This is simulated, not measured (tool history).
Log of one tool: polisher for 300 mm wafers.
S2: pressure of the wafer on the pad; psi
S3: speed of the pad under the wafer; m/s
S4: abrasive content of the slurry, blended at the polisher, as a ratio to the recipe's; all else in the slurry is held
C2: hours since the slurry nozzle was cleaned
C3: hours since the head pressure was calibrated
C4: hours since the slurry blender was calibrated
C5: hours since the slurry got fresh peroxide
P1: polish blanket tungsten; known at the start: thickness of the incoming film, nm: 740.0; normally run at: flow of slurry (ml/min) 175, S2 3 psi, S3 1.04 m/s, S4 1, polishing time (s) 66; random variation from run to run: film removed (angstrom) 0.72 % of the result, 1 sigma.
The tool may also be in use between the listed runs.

run 1 hour=6.3 | flow_of_slurry_(ml/min)=175 S2=3 S3=1.04 S4=1 polishing_time_(s)=66 | wafers_polished_on_this_pad=459 C2=170.3 C3=793.8 C4=177.9 C5=124.7 | film_removed_(angstrom)=2654.3
run 2 hour=11.3 | flow_of_slurry_(ml/min)=175 S2=3 S3=1.04 S4=1 polishing_time_(s)=101 | wafers_polished_on_this_pad=524 C2=175.3 C3=798.8 C4=182.9 C5=129.7 | film_removed_(angstrom)=4069
run 3 hour=14.9 | flow_of_slurry_(ml/min)=175 S2=3 S3=1.04 S4=0.7 polishing_time_(s)=66 | wafers_polished_on_this_pad=571 C2=178.9 C3=802.4 C4=186.5 C5=133.3 | film_removed_(angstrom)=2448.5
run 4 hour=21.7 | flow_of_slurry_(ml/min)=175 S2=3 S3=1.04 S4=1.35 polishing_time_(s)=66 | wafers_polished_on_this_pad=659 C2=185.7 C3=809.2 C4=193.3 C5=140.1 | film_removed_(angstrom)=2866.7
-- hour=22.6 worn pad replaced by a new one
run 5 hour=26.3 | flow_of_slurry_(ml/min)=255 S2=3 S3=1.04 S4=1 polishing_time_(s)=66 | wafers_polished_on_this_pad=48 C2=190.3 C3=813.8 C4=197.9 C5=144.7 | film_removed_(angstrom)=2745.6
run 6 hour=32.5 | flow_of_slurry_(ml/min)=175 S2=3 S3=1.04 S4=1 polishing_time_(s)=66 | wafers_polished_on_this_pad=129 C2=196.5 C3=820 C4=204.1 C5=150.9 | film_removed_(angstrom)=2622.4
run 7 hour=37.9 | flow_of_slurry_(ml/min)=175 S2=3 S3=1.52 S4=1 polishing_time_(s)=66 | wafers_polished_on_this_pad=199 C2=201.9 C3=825.4 C4=209.5 C5=156.3 | film_removed_(angstrom)=3821.8
run 8 hour=42.3 | flow_of_slurry_(ml/min)=175 S2=3 S3=1.04 S4=1 polishing_time_(s)=66 | wafers_polished_on_this_pad=257 C2=206.3 C3=829.8 C4=213.9 C5=160.7 | film_removed_(angstrom)=2642.8
run 9 hour=46.1 | flow_of_slurry_(ml/min)=175 S2=3 S3=1.04 S4=1 polishing_time_(s)=66 | wafers_polished_on_this_pad=306 C2=210.1 C3=833.6 C4=217.7 C5=164.5 | film_removed_(angstrom)=2636.2
run 10 hour=52.2 | flow_of_slurry_(ml/min)=175 S2=4.4 S3=1.04 S4=1 polishing_time_(s)=66 | wafers_polished_on_this_pad=385 C2=216.2 C3=839.7 C4=223.8 C5=170.6 | film_removed_(angstrom)=3914.1
run 11 hour=58.4 | flow_of_slurry_(ml/min)=105 S2=3 S3=1.04 S4=1 polishing_time_(s)=66 | wafers_polished_on_this_pad=466 C2=222.4 C3=845.9 C4=230 C5=176.8 | film_removed_(angstrom)=2406.5
run 12 hour=65.2 | flow_of_slurry_(ml/min)=175 S2=3 S3=1.04 S4=1 polishing_time_(s)=66 | wafers_polished_on_this_pad=555 C2=229.2 C3=852.7 C4=236.8 C5=183.6 | film_removed_(angstrom)=2651
run 13 hour=72.5 | flow_of_slurry_(ml/min)=105 S2=3 S3=0.68 S4=1 polishing_time_(s)=66 | wafers_polished_on_this_pad=650 C2=236.5 C3=860 C4=244.1 C5=190.9 | film_removed_(angstrom)=1572.1
run 14 hour=75.8 | flow_of_slurry_(ml/min)=175 S2=3 S3=1.04 S4=1 polishing_time_(s)=30 | wafers_polished_on_this_pad=693 C2=239.8 C3=863.3 C4=247.4 C5=194.2 | film_removed_(angstrom)=1205.7
run 15 hour=80.4 | flow_of_slurry_(ml/min)=175 S2=3 S3=1.04 S4=1 polishing_time_(s)=66 | wafers_polished_on_this_pad=753 C2=244.4 C3=867.9 C4=252 C5=198.8 | film_removed_(angstrom)=2661.6
run 16 hour=87.2 | flow_of_slurry_(ml/min)=175 S2=2.1 S3=1.04 S4=1 polishing_time_(s)=66 | wafers_polished_on_this_pad=841 C2=251.2 C3=874.7 C4=258.8 C5=205.6 | film_removed_(angstrom)=1861.2
run 17 hour=91.1 | flow_of_slurry_(ml/min)=175 S2=3 S3=0.58 S4=1 polishing_time_(s)=66 | wafers_polished_on_this_pad=892 C2=255.1 C3=878.6 C4=262.7 C5=209.5 | film_removed_(angstrom)=1483
run 18 hour=97.1 | flow_of_slurry_(ml/min)=175 S2=3 S3=1.04 S4=1 polishing_time_(s)=66 | wafers_polished_on_this_pad=970 C2=261.1 C3=884.6 C4=268.7 C5=215.5 | film_removed_(angstrom)=2650.2
run 19 hour=102.6 | flow_of_slurry_(ml/min)=175 S2=3 S3=1.04 S4=1 polishing_time_(s)=66 | wafers_polished_on_this_pad=1042 C2=266.6 C3=890.1 C4=274.2 C5=221 | film_removed_(angstrom)=2594.6
run 20 hour=108.3 | flow_of_slurry_(ml/min)=175 S2=3 S3=1.04 S4=1 polishing_time_(s)=66 | wafers_polished_on_this_pad=1116 C2=272.3 C3=895.8 C4=279.9 C5=226.7 | film_removed_(angstrom)=2487.3
run 21 hour=112.4 | flow_of_slurry_(ml/min)=175 S2=3 S3=1.04 S4=1 polishing_time_(s)=66 | wafers_polished_on_this_pad=1169 C2=276.4 C3=899.9 C4=284 C5=230.8 | film_removed_(angstrom)=2461.9
-- hour=113.7 slurry blender recalibrated
run 22 hour=117.7 | flow_of_slurry_(ml/min)=175 S2=3 S3=1.04 S4=1 polishing_time_(s)=66 | wafers_polished_on_this_pad=1239 C2=281.7 C3=905.2 C4=4.1 C5=236.1 | film_removed_(angstrom)=2440.6
-- hour=118.9 worn pad replaced by a new one
run 23 hour=123.7 | flow_of_slurry_(ml/min)=175 S2=3 S3=1.04 S4=1 polishing_time_(s)=66 | wafers_polished_on_this_pad=62 C2=287.7 C3=911.2 C4=10.1 C5=242.1 | film_removed_(angstrom)=2411.1
-- hour=125.1 slurry tank refilled with fresh slurry and peroxide
run 24 hour=128.6 | flow_of_slurry_(ml/min)=175 S2=3 S3=1.04 S4=1 polishing_time_(s)=66 | wafers_polished_on_this_pad=126 C2=292.6 C3=916.1 C4=15 C5=3.5 | film_removed_(angstrom)=2454.4
run 25 hour=134.1 | flow_of_slurry_(ml/min)=175 S2=3 S3=1.04 S4=1 polishing_time_(s)=66 | wafers_polished_on_this_pad=198 C2=298.1 C3=921.6 C4=20.5 C5=9 | film_removed_(angstrom)=2445.6

Run 26 comes next. What will it give?
run 26 hour=139.1 | flow_of_slurry_(ml/min)=175 S2=3 S3=1.04 S4=1 polishing_time_(s)=66 | wafers_polished_on_this_pad=263 C2=303.1 C3=926.6 C4=25.5 C5=14 | film_removed_(angstrom)=?

{"run 26": {"film removed (angstrom)": 2420.2}}
